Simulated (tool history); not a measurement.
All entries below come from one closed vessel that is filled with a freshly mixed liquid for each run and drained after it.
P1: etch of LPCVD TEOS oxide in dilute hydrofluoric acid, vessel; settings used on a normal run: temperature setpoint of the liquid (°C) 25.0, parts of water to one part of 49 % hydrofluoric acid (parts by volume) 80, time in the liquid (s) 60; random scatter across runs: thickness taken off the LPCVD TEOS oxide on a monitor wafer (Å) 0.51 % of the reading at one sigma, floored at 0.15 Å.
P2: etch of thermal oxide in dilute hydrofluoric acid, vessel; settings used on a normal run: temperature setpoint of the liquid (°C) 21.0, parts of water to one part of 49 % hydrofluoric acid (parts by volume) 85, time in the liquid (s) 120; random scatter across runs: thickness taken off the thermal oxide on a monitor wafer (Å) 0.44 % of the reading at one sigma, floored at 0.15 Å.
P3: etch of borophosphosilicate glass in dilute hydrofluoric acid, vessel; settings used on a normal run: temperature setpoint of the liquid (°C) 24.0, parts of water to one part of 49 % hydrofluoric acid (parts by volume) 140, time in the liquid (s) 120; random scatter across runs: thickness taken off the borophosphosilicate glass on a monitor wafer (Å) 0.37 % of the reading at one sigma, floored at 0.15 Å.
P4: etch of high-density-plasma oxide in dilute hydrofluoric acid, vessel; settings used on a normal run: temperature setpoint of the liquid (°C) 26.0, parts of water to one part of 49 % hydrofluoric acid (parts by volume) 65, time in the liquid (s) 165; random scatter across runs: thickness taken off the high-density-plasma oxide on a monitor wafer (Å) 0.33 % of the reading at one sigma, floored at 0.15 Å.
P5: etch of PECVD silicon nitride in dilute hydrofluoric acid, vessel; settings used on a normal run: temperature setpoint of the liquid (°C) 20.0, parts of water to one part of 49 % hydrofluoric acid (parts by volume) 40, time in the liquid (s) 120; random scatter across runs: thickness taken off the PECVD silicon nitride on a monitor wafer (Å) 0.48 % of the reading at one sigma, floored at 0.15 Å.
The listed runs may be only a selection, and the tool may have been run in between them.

run	day	process that ran	temperature setpoint of the liquid (°C)	parts of water to one part of 49 % hydrofluoric acid (parts by volume)	time in the liquid (s)	thickness taken off the LPCVD TEOS oxide on a monitor wafer (Å)	thickness taken off the borophosphosilicate glass on a monitor wafer (Å)	thickness taken off the high-density-plasma oxide on a monitor wafer (Å)	thickness taken off the thermal oxide on a monitor wafer (Å)	thickness taken off the PECVD silicon nitride on a monitor wafer (Å)
1	0.279	P1	25.0	80	60	383.78				
2	0.546	P3	24.0	140	120		511.46			
3	0.733	P1	25.0	80	115	740.97				
4	1.021	P1	17.5	80	60	285.85				
5	1.167	P4	26.0	65	45			39.728		
# day 1.321: thermometer replaced
6	1.467	P1	25.0	80	60	379.87				
7	1.600	P1	25.0	80	60	385.04				
8	1.850	P4	26.0	110	165			81.684		
9	2.071	P2	17.0	85	120				50.862	
10	2.333	P2	21.0	85	40				19.960	
11	2.621	P5	20.0	40	190					96.182
12	2.771	P2	21.0	85	120				59.273	
13	3.017	P1	25.0	80	60	384.96				
14	3.225	P3	24.0	140	120		511.04			
15	3.458	P1	31.5	80	90	742.50				
16	3.638	P5	26.0	40	120					92.128
17	3.812	P1	25.0	30	60	1094.60				
18	4.025	P1	25.0	80	60	385.07				
19	4.321	P1	29.0	135	60	247.81				
20	4.571	P5	20.0	40	120					60.880
21	4.750	P1	32.5	80	105	898.99				
22	4.950	P3	24.0	215	120		310.63			
23	5.150	P3	24.0	140	195		829.42			
24	5.329	P1	25.0	80	30	191.62				
25	5.588	P1	31.5	80	60	495.12				
26	5.758	P1	25.0	140	60	206.56				
# day 5.833: hydrofluoric acid flow meter replaced
27	6.008	P4	26.0	65	165			146.200		
28	6.192	P4	26.0	65	165			146.330		
29	6.338	P2	21.0	25	120				218.360	
30	6.475	P2	21.0	85	120				59.498	
31	6.708	P1	25.0	80	60	384.70				
32	6.846	P5	20.0	20	120					118.090
33	6.988	P3	31.0	140	120		668.10			
34	7.129	P4	31.5	65	165			181.210		
35	7.383	P1	25.0	80	60	386.65				
36	7.521	P1	25.0	80	60	380.36				
37	7.671	P1	25.0	80	60	372.39				
38	7.821	P1	25.0	80	60	368.80				
39	8.054	P1	25.0	80	60	362.56				
40	8.350	P1	25.0	80	60	360.71				
41	8.604	P1	25.0	80	60	356.92				
42	8.738	P1	25.0	80	60	356.13				

P1 has crept away from where it was. The log is fitted equally well by each of these 2 causes, at the sizes shown:
A: hydrofluoric acid flow below the setpoint (%) = 6.05
B: liquid colder than its thermometer reads (K) = 1.73
Onset of the creep was near day 7.521.

Which of the 4 check runs listed below separates the causes, so that each cause would produce a clearly different result? Each run uses one wafer, and its results are marked with question marks.
check 1	8.871	P4	26.0	65	165			?		
check 2	8.871	P3	24.0	140	120		?			
check 3	8.871	P2	21.0	85	120				?	
check 4	8.871	P5	20.0	40	120					?

If the cause were each of the candidates in turn, the checks would give the following:
check	result	if A	if B
check 1	thickness taken off the high-density-plasma oxide on a monitor wafer (Å)	136.500	136.290
check 2	thickness taken off the borophosphosilicate glass on a monitor wafer (Å)	478.05	480.76
check 3	thickness taken off the thermal oxide on a monitor wafer (Å)	55.533	55.370
check 4	thickness taken off the PECVD silicon nitride on a monitor wafer (Å)	57.237	53.856
Per-check spread between the two closest causes, in the result where they differ most: check 1 0.15 %; check 2 0.57 %; check 3 0.29 %; check 4 6.09 %
Only check 4 tells the causes apart: in the others they would give nearly the same result.

Here is what check 4 returned: thickness taken off the PECVD silicon nitride on a monitor wafer (Å) 56.966. Which cause is it?

The correct cause is A, namely: hydrofluoric acid flow below the setpoint (%).
